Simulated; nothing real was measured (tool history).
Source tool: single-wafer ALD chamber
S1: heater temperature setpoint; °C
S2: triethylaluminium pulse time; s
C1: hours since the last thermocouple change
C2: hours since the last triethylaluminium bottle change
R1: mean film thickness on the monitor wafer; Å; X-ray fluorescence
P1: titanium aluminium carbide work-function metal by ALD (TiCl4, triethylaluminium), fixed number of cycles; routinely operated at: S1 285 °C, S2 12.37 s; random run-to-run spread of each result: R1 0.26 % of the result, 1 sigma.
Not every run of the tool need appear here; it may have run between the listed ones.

{"run": 1, "hour": 9.6, "S1": 285, "S2": 12.37, "C1": 1526.8, "C2": 770.7, "R1": 19.422}
{"run": 2, "hour": 26.9, "S1": 285, "S2": 18.06, "C1": 1544.1, "C2": 788, "R1": 19.633}
{"run": 3, "hour": 38.0, "S1": 285, "S2": 12.37, "C1": 1555.2, "C2": 799.1, "R1": 19.351}
{"run": 4, "hour": 46.1, "S1": 285, "S2": 8.54, "C1": 1563.3, "C2": 807.2, "R1": 18.663}
{"run": 5, "hour": 61.5, "S1": 285, "S2": 12.37, "C1": 1578.7, "C2": 822.6, "R1": 19.425}
{"run": 6, "hour": 70.9, "S1": 268, "S2": 12.37, "C1": 1588.1, "C2": 832, "R1": 17.882}
{"run": 7, "hour": 80.2, "S1": 285, "S2": 12.37, "C1": 1597.4, "C2": 841.3, "R1": 19.386}
{"run": 8, "hour": 96.4, "S1": 285, "S2": 12.37, "C1": 1613.6, "C2": 857.5, "R1": 19.322}
{"run": 9, "hour": 104.4, "S1": 297, "S2": 17.21, "C1": 1621.6, "C2": 865.5, "R1": 20.748}
{"run": 10, "hour": 116.2, "S1": 285, "S2": 12.37, "C1": 1633.4, "C2": 877.3, "R1": 19.487}
{"run": 11, "hour": 129.6, "S1": 307, "S2": 12.37, "C1": 1646.8, "C2": 890.7, "R1": 21.398}
{"run": 12, "hour": 146.2, "S1": 285, "S2": 12.37, "C1": 1663.4, "C2": 907.3, "R1": 19.409}
{"run": 13, "hour": 163.2, "S1": 285, "S2": 12.37, "C1": 1680.4, "C2": 924.3, "R1": 19.158}
{"run": 14, "hour": 179.7, "S1": 285, "S2": 12.37, "C1": 1696.9, "C2": 940.8, "R1": 19.068}
{"run": 15, "hour": 197.6, "S1": 285, "S2": 12.37, "C1": 1714.8, "C2": 958.7, "R1": 19.013}
{"run": 16, "hour": 209.2, "S1": 285, "S2": 12.37, "C1": 1726.4, "C2": 970.3, "R1": 18.979}
{"run": 17, "hour": 226.2, "S1": 285, "S2": 12.37, "C1": 1743.4, "C2": 987.3, "R1": 18.9}
{"run": 18, "hour": 239.9, "S1": 285, "S2": 12.37, "C1": 1757.1, "C2": 1001, "R1": 18.988}

The next listed run, before its measurement:
{"run": 19, "hour": 253.9, "S1": 285, "S2": 12.37, "C1": 1771.1, "C2": 1015, "R1": "?"}

{"run 19": {"R1": 18.905}}

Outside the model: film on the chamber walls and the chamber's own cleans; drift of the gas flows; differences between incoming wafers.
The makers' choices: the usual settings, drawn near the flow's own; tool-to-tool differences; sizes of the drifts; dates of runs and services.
